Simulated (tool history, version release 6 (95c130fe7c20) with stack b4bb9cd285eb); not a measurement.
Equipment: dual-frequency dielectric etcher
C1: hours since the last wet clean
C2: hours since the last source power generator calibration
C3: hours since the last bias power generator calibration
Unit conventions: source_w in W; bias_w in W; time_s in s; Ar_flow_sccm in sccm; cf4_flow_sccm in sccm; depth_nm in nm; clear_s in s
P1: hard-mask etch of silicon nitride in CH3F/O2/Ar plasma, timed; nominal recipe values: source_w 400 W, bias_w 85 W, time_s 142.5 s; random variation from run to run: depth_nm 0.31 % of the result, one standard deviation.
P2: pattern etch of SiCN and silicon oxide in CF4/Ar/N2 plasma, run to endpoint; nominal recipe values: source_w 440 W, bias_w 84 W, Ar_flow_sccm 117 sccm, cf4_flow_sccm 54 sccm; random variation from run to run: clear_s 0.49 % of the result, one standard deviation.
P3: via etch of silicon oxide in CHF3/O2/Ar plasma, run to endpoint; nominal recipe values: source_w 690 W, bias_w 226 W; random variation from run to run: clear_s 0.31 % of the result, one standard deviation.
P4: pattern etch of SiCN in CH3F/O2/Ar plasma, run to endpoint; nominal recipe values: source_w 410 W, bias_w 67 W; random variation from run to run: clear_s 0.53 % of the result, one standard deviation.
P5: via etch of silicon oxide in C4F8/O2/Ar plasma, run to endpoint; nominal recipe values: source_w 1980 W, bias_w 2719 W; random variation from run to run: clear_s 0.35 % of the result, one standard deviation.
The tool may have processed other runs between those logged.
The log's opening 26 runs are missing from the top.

run 27 hour=351.0 | process=P3 source_w=690 bias_w=226 | C1=659.3 C2=1856.3 C3=55.7 | clear_s=254.510
run 28 hour=359.6 | process=P2 source_w=440 bias_w=53 Ar_flow_sccm=117 cf4_flow_sccm=54 | C1=667.9 C2=1864.9 C3=64.3 | clear_s=16.829
run 29 hour=372.5 | process=P1 source_w=400 bias_w=85 time_s=142.5 | C1=680.8 C2=1877.8 C3=77.2 | depth_nm=107.270
run 30 hour=388.4 | process=P4 source_w=410 bias_w=67 | C1=696.7 C2=1893.7 C3=93.1 | clear_s=25.238
run 31 hour=400.4 | process=P5 source_w=1980 bias_w=2719 | C1=708.7 C2=1905.7 C3=105.1 | clear_s=222.970
run 32 hour=417.4 | process=P1 source_w=400 bias_w=85 time_s=142.5 | C1=725.7 C2=1922.7 C3=122.1 | depth_nm=107.760
run 33 hour=432.3 | process=P1 source_w=400 bias_w=85 time_s=142.5 | C1=740.6 C2=1937.6 C3=137.0 | depth_nm=108.030
run 34 hour=442.3 | process=P1 source_w=400 bias_w=85 time_s=142.5 | C1=750.6 C2=1947.6 C3=147.0 | depth_nm=107.930
run 35 hour=458.2 | process=P1 source_w=400 bias_w=85 time_s=142.5 | C1=766.5 C2=1963.5 C3=162.9 | depth_nm=108.500
run 36 hour=475.9 | process=P1 source_w=400 bias_w=85 time_s=142.5 | C1=784.2 C2=1981.2 C3=180.6 | depth_nm=108.250
run 37 hour=490.0 | process=P1 source_w=400 bias_w=85 time_s=142.5 | C1=798.3 C2=1995.3 C3=194.7 | depth_nm=108.790
run 38 hour=504.5 | process=P1 source_w=400 bias_w=85 time_s=142.5 | C1=812.8 C2=2009.8 C3=209.2 | depth_nm=108.670
-- hour=507.4 wet clean of the chamber
run 39 hour=515.6 | process=P1 source_w=400 bias_w=85 time_s=142.5 | C1=8.3 C2=2020.9 C3=220.3 | depth_nm=108.250

Run 40 has not been measured yet. What should we expect?
run 40 hour=530.7 | process=P1 source_w=400 bias_w=85 time_s=142.5 | C1=23.4 C2=2036.0 C3=235.4 | depth_nm=?

{"run 40": {"depth_nm": 108.86}}
